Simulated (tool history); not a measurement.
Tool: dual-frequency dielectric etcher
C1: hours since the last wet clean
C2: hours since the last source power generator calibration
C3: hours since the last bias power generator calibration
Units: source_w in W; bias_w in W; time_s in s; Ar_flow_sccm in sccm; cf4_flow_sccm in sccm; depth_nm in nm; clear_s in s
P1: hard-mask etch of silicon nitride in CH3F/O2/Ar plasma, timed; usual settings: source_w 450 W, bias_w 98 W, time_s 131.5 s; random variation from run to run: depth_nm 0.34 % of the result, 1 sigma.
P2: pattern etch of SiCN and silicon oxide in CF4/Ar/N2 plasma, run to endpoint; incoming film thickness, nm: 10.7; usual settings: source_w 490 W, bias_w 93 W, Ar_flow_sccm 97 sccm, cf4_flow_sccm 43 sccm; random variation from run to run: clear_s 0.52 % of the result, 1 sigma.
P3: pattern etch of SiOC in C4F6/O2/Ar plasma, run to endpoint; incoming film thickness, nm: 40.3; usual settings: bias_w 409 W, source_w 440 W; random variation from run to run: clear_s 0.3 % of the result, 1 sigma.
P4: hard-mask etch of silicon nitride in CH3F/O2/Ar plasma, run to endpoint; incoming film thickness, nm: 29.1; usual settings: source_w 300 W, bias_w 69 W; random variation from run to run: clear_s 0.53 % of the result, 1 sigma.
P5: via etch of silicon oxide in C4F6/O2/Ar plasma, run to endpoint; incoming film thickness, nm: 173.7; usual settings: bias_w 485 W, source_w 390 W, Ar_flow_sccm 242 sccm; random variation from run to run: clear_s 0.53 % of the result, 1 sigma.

{"run": 1, "hour": 8.0, "process": "P1", "source_w": 450, "bias_w": 98, "time_s": 131.5, "C1": 76.4, "C2": 1839, "C3": 883.8, "depth_nm": 108.34}
{"run": 2, "hour": 15.7, "process": "P1", "source_w": 450, "bias_w": 98, "time_s": 167.5, "C1": 84.1, "C2": 1846.7, "C3": 891.5, "depth_nm": 137.6}
{"run": 3, "hour": 22.5, "process": "P5", "source_w": 460, "bias_w": 485, "Ar_flow_sccm": 242, "C1": 90.9, "C2": 1853.5, "C3": 898.3, "clear_s": 36.596}
{"run": 4, "hour": 30.4, "process": "P2", "source_w": 490, "bias_w": 93, "Ar_flow_sccm": 65, "cf4_flow_sccm": 43, "C1": 98.8, "C2": 1861.4, "C3": 906.2, "clear_s": 10.291}
{"run": 5, "hour": 35.1, "process": "P1", "source_w": 450, "bias_w": 98, "time_s": 88.5, "C1": 103.5, "C2": 1866.1, "C3": 910.9, "depth_nm": 72.643}
{"run": 6, "hour": 39.8, "process": "P2", "source_w": 490, "bias_w": 93, "Ar_flow_sccm": 97, "cf4_flow_sccm": 26, "C1": 108.2, "C2": 1870.8, "C3": 915.6, "clear_s": 11.725}
{"run": 7, "hour": 44.4, "process": "P5", "source_w": 390, "bias_w": 485, "Ar_flow_sccm": 177, "C1": 112.8, "C2": 1875.4, "C3": 920.2, "clear_s": 37.405}
{"run": 8, "hour": 52.2, "process": "P4", "source_w": 200, "bias_w": 69, "C1": 120.6, "C2": 1883.2, "C3": 928, "clear_s": 53.878}
{"run": 9, "hour": 61.4, "process": "P1", "source_w": 450, "bias_w": 98, "time_s": 131.5, "C1": 129.8, "C2": 1892.4, "C3": 937.2, "depth_nm": 108.74}
{"run": 10, "hour": 65.7, "process": "P1", "source_w": 450, "bias_w": 80, "time_s": 160.5, "C1": 134.1, "C2": 1896.7, "C3": 941.5, "depth_nm": 122.44}
{"run": 11, "hour": 70.6, "process": "P3", "source_w": 440, "bias_w": 409, "C1": 139, "C2": 1901.6, "C3": 946.4, "clear_s": 14.159}
{"run": 12, "hour": 76.5, "process": "P1", "source_w": 450, "bias_w": 98, "time_s": 131.5, "C1": 144.9, "C2": 1907.5, "C3": 952.3, "depth_nm": 108.78}
{"run": 13, "hour": 82.7, "process": "P5", "source_w": 390, "bias_w": 308, "Ar_flow_sccm": 242, "C1": 151.1, "C2": 1913.7, "C3": 958.5, "clear_s": 45.904}
{"run": 14, "hour": 89.1, "process": "P5", "source_w": 390, "bias_w": 485, "Ar_flow_sccm": 242, "C1": 157.5, "C2": 1920.1, "C3": 964.9, "clear_s": 38.88}
{"run": 15, "hour": 95.5, "process": "P4", "source_w": 300, "bias_w": 51, "C1": 163.9, "C2": 1926.5, "C3": 971.3, "clear_s": 51.33}
{"run": 16, "hour": 102.7, "process": "P4", "source_w": 300, "bias_w": 69, "C1": 171.1, "C2": 1933.7, "C3": 978.5, "clear_s": 46.224}
{"run": 17, "hour": 106.9, "process": "P1", "source_w": 450, "bias_w": 124, "time_s": 72.5, "C1": 175.3, "C2": 1937.9, "C3": 982.7, "depth_nm": 65.452}
{"run": 18, "hour": 111.7, "process": "P2", "source_w": 370, "bias_w": 93, "Ar_flow_sccm": 97, "cf4_flow_sccm": 43, "C1": 180.1, "C2": 1942.7, "C3": 987.5, "clear_s": 13.961}
{"run": 19, "hour": 116.7, "process": "P1", "source_w": 450, "bias_w": 98, "time_s": 131.5, "C1": 185.1, "C2": 1947.7, "C3": 992.5, "depth_nm": 108.93}
{"run": 20, "hour": 124.3, "process": "P3", "source_w": 440, "bias_w": 483, "C1": 192.7, "C2": 1955.3, "C3": 1000.1, "clear_s": 13.274}
{"run": 21, "hour": 131.9, "process": "P1", "source_w": 450, "bias_w": 122, "time_s": 131.5, "C1": 200.3, "C2": 1962.9, "C3": 1007.7, "depth_nm": 117.63}
{"run": 22, "hour": 137.0, "process": "P1", "source_w": 450, "bias_w": 98, "time_s": 131.5, "C1": 205.4, "C2": 1968, "C3": 1012.8, "depth_nm": 108.03}
{"run": 23, "hour": 145.9, "process": "P2", "source_w": 490, "bias_w": 93, "Ar_flow_sccm": 97, "cf4_flow_sccm": 43, "C1": 214.3, "C2": 1976.9, "C3": 1021.7, "clear_s": 11.015}
{"run": 24, "hour": 154.7, "process": "P2", "source_w": 490, "bias_w": 127, "Ar_flow_sccm": 97, "cf4_flow_sccm": 43, "C1": 223.1, "C2": 1985.7, "C3": 1030.5, "clear_s": 9.7385}
{"run": 25, "hour": 162.6, "process": "P3", "source_w": 330, "bias_w": 409, "C1": 231, "C2": 1993.6, "C3": 1038.4, "clear_s": 15.786}
{"run": 26, "hour": 170.6, "process": "P1", "source_w": 450, "bias_w": 69, "time_s": 131.5, "C1": 239, "C2": 2001.6, "C3": 1046.4, "depth_nm": 96.382}
{"run": 27, "hour": 179.9, "process": "P4", "source_w": 300, "bias_w": 69, "C1": 248.3, "C2": 2010.9, "C3": 1055.7, "clear_s": 46.275}
{"run": 28, "hour": 184.9, "process": "P1", "source_w": 450, "bias_w": 81, "time_s": 181.5, "C1": 253.3, "C2": 2015.9, "C3": 1060.7, "depth_nm": 139.78}
{"run": 29, "hour": 189.6, "process": "P1", "source_w": 620, "bias_w": 98, "time_s": 131.5, "C1": 258, "C2": 2020.6, "C3": 1065.4, "depth_nm": 122.02}
{"run": 30, "hour": 196.5, "process": "P1", "source_w": 300, "bias_w": 98, "time_s": 131.5, "C1": 264.9, "C2": 2027.5, "C3": 1072.3, "depth_nm": 93.081}
{"run": 31, "hour": 202.1, "process": "P1", "source_w": 450, "bias_w": 98, "time_s": 131.5, "C1": 270.5, "C2": 2033.1, "C3": 1077.9, "depth_nm": 108.81}
{"run": 32, "hour": 209.8, "process": "P1", "source_w": 450, "bias_w": 98, "time_s": 131.5, "C1": 278.2, "C2": 2040.8, "C3": 1085.6, "depth_nm": 107.59}
{"run": 33, "hour": 215.6, "process": "P1", "source_w": 450, "bias_w": 98, "time_s": 131.5, "C1": 284, "C2": 2046.6, "C3": 1091.4, "depth_nm": 107.37}
{"run": 34, "hour": 223.3, "process": "P1", "source_w": 450, "bias_w": 98, "time_s": 131.5, "C1": 291.7, "C2": 2054.3, "C3": 1099.1, "depth_nm": 107.39}
{"run": 35, "hour": 231.7, "process": "P1", "source_w": 450, "bias_w": 98, "time_s": 131.5, "C1": 300.1, "C2": 2062.7, "C3": 1107.5, "depth_nm": 106.27}
{"hour": 234.3, "done": "wet clean of the chamber"}
{"run": 36, "hour": 240.1, "process": "P1", "source_w": 450, "bias_w": 98, "time_s": 131.5, "C1": 5.9, "C2": 2071.1, "C3": 1115.9, "depth_nm": 106.83}
{"run": 37, "hour": 248.5, "process": "P1", "source_w": 450, "bias_w": 98, "time_s": 131.5, "C1": 14.3, "C2": 2079.5, "C3": 1124.3, "depth_nm": 106.53}
{"run": 38, "hour": 258.2, "process": "P1", "source_w": 450, "bias_w": 98, "time_s": 131.5, "C1": 24, "C2": 2089.2, "C3": 1134, "depth_nm": 106.53}
{"run": 39, "hour": 263.4, "process": "P1", "source_w": 450, "bias_w": 98, "time_s": 131.5, "C1": 29.2, "C2": 2094.4, "C3": 1139.2, "depth_nm": 106.27}
{"run": 40, "hour": 270.5, "process": "P1", "source_w": 450, "bias_w": 98, "time_s": 131.5, "C1": 36.3, "C2": 2101.5, "C3": 1146.3, "depth_nm": 106.9}
{"run": 41, "hour": 279.2, "process": "P1", "source_w": 450, "bias_w": 98, "time_s": 131.5, "C1": 45, "C2": 2110.2, "C3": 1155, "depth_nm": 106.87}

What P1 gives has crept away from where it was. These 2 causes fit the log equally well, each at the size given:
A: source power that arrives under what is set, % = 4.48
B: bias power that arrives under what is set, % = 4.62
The creep began at about hour 202.1.
Why every other cause is out:
chamber walls in a state that lowers the etch rate, %: serviced at hour 234.3, which brought nothing back

4 check runs are offered, each on 3 wafers whose results are averaged, their results left as question marks. Which one tells the causes apart?
{"run": "check 1", "hour": 287.9, "process": "P5", "source_w": 390, "bias_w": 485, "Ar_flow_sccm": 242, "clear_s": "?"}
{"run": "check 2", "hour": 287.9, "process": "P3", "source_w": 440, "bias_w": 409, "clear_s": "?"}
{"run": "check 3", "hour": 287.9, "process": "P4", "source_w": 300, "bias_w": 69, "clear_s": "?"}
{"run": "check 4", "hour": 287.9, "process": "P2", "source_w": 490, "bias_w": 93, "Ar_flow_sccm": 97, "cf4_flow_sccm": 43, "clear_s": "?"}

What each check would give under each cause:
check=check_1 result=clear_s if_A=39.52 if_B=39.546
check=check_2 result=clear_s if_A=14.403 if_B=14.402
check=check_3 result=clear_s if_A=47.022 if_B=46.976
check=check_4 result=clear_s if_A=11.42 if_B=11.171
How far apart the two closest causes lie, in the result that separates them most: check 1 0.07 %; check 2 0.01 %; check 3 0.1 %; check 4 2.2 %
Only check 4 tells the causes apart: in the others they would give nearly the same result.

Then check 4 was run and gave: clear_s 11.208 s. Which cause is it?

It is B: bias power that arrives under what is set, %.
